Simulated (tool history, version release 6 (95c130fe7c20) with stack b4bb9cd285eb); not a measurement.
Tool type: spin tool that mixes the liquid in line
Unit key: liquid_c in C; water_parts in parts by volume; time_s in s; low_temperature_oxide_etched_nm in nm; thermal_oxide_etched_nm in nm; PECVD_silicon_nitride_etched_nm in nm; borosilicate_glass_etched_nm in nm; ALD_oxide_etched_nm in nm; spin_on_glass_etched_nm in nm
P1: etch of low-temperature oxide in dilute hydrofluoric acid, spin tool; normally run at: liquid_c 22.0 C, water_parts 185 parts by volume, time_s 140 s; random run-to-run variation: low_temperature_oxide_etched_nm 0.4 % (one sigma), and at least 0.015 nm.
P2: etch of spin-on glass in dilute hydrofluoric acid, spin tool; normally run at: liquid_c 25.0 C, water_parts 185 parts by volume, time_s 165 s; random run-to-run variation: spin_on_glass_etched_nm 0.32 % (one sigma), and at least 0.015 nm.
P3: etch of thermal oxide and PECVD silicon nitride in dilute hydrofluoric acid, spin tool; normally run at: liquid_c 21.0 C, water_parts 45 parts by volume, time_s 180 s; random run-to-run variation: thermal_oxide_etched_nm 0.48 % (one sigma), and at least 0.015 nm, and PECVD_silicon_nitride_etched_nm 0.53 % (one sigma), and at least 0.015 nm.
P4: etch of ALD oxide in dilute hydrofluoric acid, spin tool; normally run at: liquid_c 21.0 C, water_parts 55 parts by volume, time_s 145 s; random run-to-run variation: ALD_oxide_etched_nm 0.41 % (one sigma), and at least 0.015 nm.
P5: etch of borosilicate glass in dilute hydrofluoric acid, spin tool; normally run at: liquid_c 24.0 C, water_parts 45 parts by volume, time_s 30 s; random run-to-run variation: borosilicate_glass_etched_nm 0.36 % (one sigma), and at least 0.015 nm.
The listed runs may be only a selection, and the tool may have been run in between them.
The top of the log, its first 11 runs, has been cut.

run	hour	process	liquid_c	water_parts	time_s	hours since the thermometer was replaced	hours since the hydrofluoric acid flow meter was replaced	low_temperature_oxide_etched_nm	thermal_oxide_etched_nm	PECVD_silicon_nitride_etched_nm	borosilicate_glass_etched_nm	ALD_oxide_etched_nm	spin_on_glass_etched_nm
12	110.6	P1	22.0	185	255	242.6	620.7	14.7550					
13	125.4	P5	24.0	45	15	257.4	635.5				7.4009		
14	137.9	P1	17.0	185	65	269.9	648.0	3.0985					
15	150.9	P5	24.0	45	30	282.9	661.0				14.8900		
16	161.2	P3	21.0	70	180	293.2	671.3		10.573	3.6644			
17	173.7	P4	21.0	55	145	305.7	683.8					29.599	
18	182.9	P2	25.0	185	290	314.9	693.0						58.423
19	197.9	P1	22.0	250	140	329.9	708.0	5.6291					
20	211.9	P1	22.0	185	140	343.9	722.0	8.1618					
21	226.8	P1	22.0	185	140	358.8	736.9	8.1537					
22	238.5	P3	21.0	45	180	370.5	748.6		17.180	5.6254			
23	247.1	P2	33.5	185	165	379.1	757.2						45.095
24	253.9	P4	21.0	55	250	385.9	764.0					50.937	
25	265.1	P1	17.0	185	140	397.1	775.2	6.7006					
26	278.7	P4	27.0	55	145	410.7	788.8					37.574	
27	288.9	P5	24.0	45	30	420.9	799.0				14.8890		
28	303.4	P2	25.0	185	165	435.4	813.5						33.316
29	313.5	P1	22.0	40	140	445.5	823.6	44.4070					
30	326.2	P1	22.0	185	140	458.2	836.3	8.1515					
31	340.7	P1	22.0	185	140	472.7	850.8	8.4610					
32	351.8	P1	22.0	185	140	483.8	861.9	8.4935					
33	359.6	P1	22.0	185	140	491.6	869.7	8.6513					
34	371.3	P1	22.0	185	140	503.3	881.4	8.6211					
35	381.1	P1	22.0	185	140	513.1	891.2	8.7270					

For run 36, what comes out?
36	390.5	P1	22.0	185	140	522.5	900.6	?					

Run 36 yielded low_temperature_oxide_etched_nm 8.7507 nm.
